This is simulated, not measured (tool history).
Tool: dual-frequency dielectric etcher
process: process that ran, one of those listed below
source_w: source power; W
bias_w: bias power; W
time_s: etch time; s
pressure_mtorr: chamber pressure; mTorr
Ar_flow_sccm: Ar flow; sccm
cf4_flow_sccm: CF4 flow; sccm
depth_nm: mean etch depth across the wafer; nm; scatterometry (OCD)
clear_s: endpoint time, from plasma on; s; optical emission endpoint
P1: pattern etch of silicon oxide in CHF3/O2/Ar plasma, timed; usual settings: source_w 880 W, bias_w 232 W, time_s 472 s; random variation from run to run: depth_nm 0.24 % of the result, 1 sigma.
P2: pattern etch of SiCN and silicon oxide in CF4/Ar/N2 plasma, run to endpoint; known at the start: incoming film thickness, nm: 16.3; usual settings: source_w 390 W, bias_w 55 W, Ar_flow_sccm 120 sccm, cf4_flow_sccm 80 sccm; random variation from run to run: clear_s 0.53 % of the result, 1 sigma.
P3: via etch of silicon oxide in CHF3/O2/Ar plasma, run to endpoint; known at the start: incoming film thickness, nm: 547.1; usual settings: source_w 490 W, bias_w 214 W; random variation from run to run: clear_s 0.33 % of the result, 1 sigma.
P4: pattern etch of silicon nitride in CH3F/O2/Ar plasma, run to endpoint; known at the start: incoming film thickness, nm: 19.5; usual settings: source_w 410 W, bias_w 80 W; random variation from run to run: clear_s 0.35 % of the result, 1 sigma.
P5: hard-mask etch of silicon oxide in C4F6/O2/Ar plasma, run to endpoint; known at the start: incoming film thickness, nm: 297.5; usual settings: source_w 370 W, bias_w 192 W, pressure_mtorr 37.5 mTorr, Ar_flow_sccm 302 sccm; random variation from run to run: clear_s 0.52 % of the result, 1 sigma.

Run 1, hour 9: process P1, source_w 880 W, bias_w 232 W, time_s 472 s. Result: depth_nm 1194.4 nm.
Run 2, hour 17.7: process P5, source_w 370 W, bias_w 192 W, pressure_mtorr 37.5 mTorr, Ar_flow_sccm 374 sccm. Result: clear_s 104.03 s.
Run 3, hour 23.6: process P2, source_w 390 W, bias_w 55 W, Ar_flow_sccm 120 sccm, cf4_flow_sccm 80 sccm. Result: clear_s 24.275 s.
Run 4, hour 31.7: process P5, source_w 370 W, bias_w 192 W, pressure_mtorr 37.5 mTorr, Ar_flow_sccm 302 sccm. Result: clear_s 101.12 s.
Run 5, hour 36.6: process P4, source_w 410 W, bias_w 112 W. Result: clear_s 23.772 s.
Run 6, hour 41.5: process P3, source_w 490 W, bias_w 214 W. Result: clear_s 280.06 s.
Run 7, hour 49.1: process P1, source_w 1130 W, bias_w 232 W, time_s 627.5 s. Result: depth_nm 1743.2 nm.
Run 8, hour 53.5: process P1, source_w 880 W, bias_w 318 W, time_s 472 s. Result: depth_nm 1335.5 nm.
Run 9, hour 58.3: process P1, source_w 880 W, bias_w 232 W, time_s 472 s. Result: depth_nm 1193.7 nm.
Run 10, hour 64.8: process P1, source_w 1080 W, bias_w 232 W, time_s 472 s. Result: depth_nm 1298.8 nm.
Run 11, hour 73.7: process P2, source_w 390 W, bias_w 55 W, Ar_flow_sccm 120 sccm, cf4_flow_sccm 80 sccm. Result: clear_s 24.052 s.
Run 12, hour 82.8: process P4, source_w 410 W, bias_w 80 W. Result: clear_s 26.893 s.
Run 13, hour 90.7: process P2, source_w 390 W, bias_w 55 W, Ar_flow_sccm 98 sccm, cf4_flow_sccm 80 sccm. Result: clear_s 23.595 s.
Run 14, hour 95: process P3, source_w 340 W, bias_w 214 W. Result: clear_s 321.27 s.
Run 15, hour 100.1: process P4, source_w 240 W, bias_w 80 W. Result: clear_s 32.91 s.
Run 16, hour 109.1: process P2, source_w 390 W, bias_w 55 W, Ar_flow_sccm 120 sccm, cf4_flow_sccm 109 sccm. Result: clear_s 23.036 s.
At hour 114: bias power generator calibrated.
Run 17, hour 116.3: process P2, source_w 560 W, bias_w 55 W, Ar_flow_sccm 120 sccm, cf4_flow_sccm 80 sccm. Result: clear_s 17.477 s.
Run 18, hour 123.2: process P3, source_w 490 W, bias_w 214 W. Result: clear_s 279.45 s.
Run 19, hour 131.4: process P1, source_w 880 W, bias_w 232 W, time_s 472 s. Result: depth_nm 1197.2 nm.
Run 20, hour 139.6: process P1, source_w 880 W, bias_w 232 W, time_s 632 s. Result: depth_nm 1601.9 nm.
Run 21, hour 145.1: process P1, source_w 880 W, bias_w 232 W, time_s 472 s. Result: depth_nm 1199.3 nm.
Run 22, hour 152: process P5, source_w 370 W, bias_w 192 W, pressure_mtorr 50 mTorr, Ar_flow_sccm 302 sccm. Result: clear_s 103.77 s.
Run 23, hour 159.6: process P5, source_w 370 W, bias_w 258 W, pressure_mtorr 37.5 mTorr, Ar_flow_sccm 302 sccm. Result: clear_s 90.643 s.
Run 24, hour 165.1: process P1, source_w 880 W, bias_w 232 W, time_s 472 s. Result: depth_nm 1193.1 nm.
Run 25, hour 172.3: process P1, source_w 880 W, bias_w 157 W, time_s 472 s. Result: depth_nm 1049.4 nm.
Run 26, hour 176.7: process P3, source_w 490 W, bias_w 128 W. Result: clear_s 332.34 s.
Run 27, hour 183.8: process P1, source_w 580 W, bias_w 232 W, time_s 472 s. Result: depth_nm 1014.7 nm.
Run 28, hour 191.7: process P5, source_w 500 W, bias_w 192 W, pressure_mtorr 37.5 mTorr, Ar_flow_sccm 302 sccm. Result: clear_s 90.57 s.
Run 29, hour 195.9: process P5, source_w 370 W, bias_w 192 W, pressure_mtorr 37.5 mTorr, Ar_flow_sccm 302 sccm. Result: clear_s 101.46 s.
Run 30, hour 203.7: process P2, source_w 390 W, bias_w 66 W, Ar_flow_sccm 120 sccm, cf4_flow_sccm 80 sccm. Result: clear_s 22.842 s.
Run 31, hour 209.1: process P1, source_w 880 W, bias_w 232 W, time_s 472 s. Result: depth_nm 1193 nm.
Run 32, hour 213.5: process P1, source_w 880 W, bias_w 232 W, time_s 274 s. Result: depth_nm 695.78 nm.
Run 33, hour 222.6: process P1, source_w 880 W, bias_w 232 W, time_s 472 s. Result: depth_nm 1189 nm.
Run 34, hour 229.8: process P1, source_w 880 W, bias_w 232 W, time_s 472 s. Result: depth_nm 1193.8 nm.
Run 35, hour 237.6: process P1, source_w 880 W, bias_w 232 W, time_s 472 s. Result: depth_nm 1202.9 nm.
Run 36, hour 245.8: process P1, source_w 880 W, bias_w 232 W, time_s 472 s. Result: depth_nm 1199.7 nm.
Run 37, hour 252: process P1, source_w 880 W, bias_w 232 W, time_s 472 s. Result: depth_nm 1203.3 nm.
Run 38, hour 261: process P1, source_w 880 W, bias_w 232 W, time_s 472 s. Result: depth_nm 1211.9 nm.
Run 39, hour 267.6: process P1, source_w 880 W, bias_w 232 W, time_s 472 s. Result: depth_nm 1206.7 nm.
Run 40, hour 274.4: process P1, source_w 880 W, bias_w 232 W, time_s 472 s. Result: depth_nm 1212 nm.
At hour 275.4: wet clean of the chamber.
Run 41, hour 279.6: process P1, source_w 880 W, bias_w 232 W, time_s 472 s. Result: depth_nm 1204.9 nm.
Run 42, hour 288.4: process P1, source_w 880 W, bias_w 232 W, time_s 472 s. Result: depth_nm 1211.5 nm.
Run 43, hour 297.3: process P1, source_w 880 W, bias_w 232 W, time_s 472 s. Result: depth_nm 1213.4 nm.
Run 44, hour 305: process P1, source_w 880 W, bias_w 232 W, time_s 472 s. Result: depth_nm 1206.8 nm.
Run 45, hour 311: process P1, source_w 880 W, bias_w 232 W, time_s 472 s. Result: depth_nm 1210.2 nm.

What P1 gives has crept away from where it was. These 2 causes fit the log equally well, each at the size given:
A: bias power that arrives over what is set, % = 4.09
B: source power that arrives over what is set, % = 3.71
The creep began at about hour 229.8.
Why every other cause is out:
chamber walls in a state that raises the etch rate, %: serviced at hour 275.4, which brought nothing back

4 check runs are offered, each on 5 wafers whose results are averaged, their results left as question marks. Which one tells the causes apart?
Run check 1, hour 317: process P5, source_w 440 W, bias_w 192 W, pressure_mtorr 37.5 mTorr, Ar_flow_sccm 302 sccm. Result: clear_s ?.
Run check 2, hour 317: process P4, source_w 320 W, bias_w 112 W. Result: clear_s ?.
Run check 3, hour 317: process P2, source_w 390 W, bias_w 55 W, Ar_flow_sccm 120 sccm, cf4_flow_sccm 106 sccm. Result: clear_s ?.
Run check 4, hour 317: process P3, source_w 400 W, bias_w 139 W. Result: clear_s ?.

What each check would give under each cause:
  check   result    if A    if B
check 1  clear_s  93.424  93.297
check 2  clear_s  25.622  25.669
check 3  clear_s  22.873  22.419
check 4  clear_s  345.14  344.85
How far apart the two closest causes lie, in the result that separates them most: check 1 0.14 %; check 2 0.18 %; check 3 2 %; check 4 0.08 %
Only check 3 tells the causes apart: in the others they would give nearly the same result.

Then check 3 was run and gave: clear_s 22.473 s. Which cause is it?

It is B: source power that arrives over what is set, %.
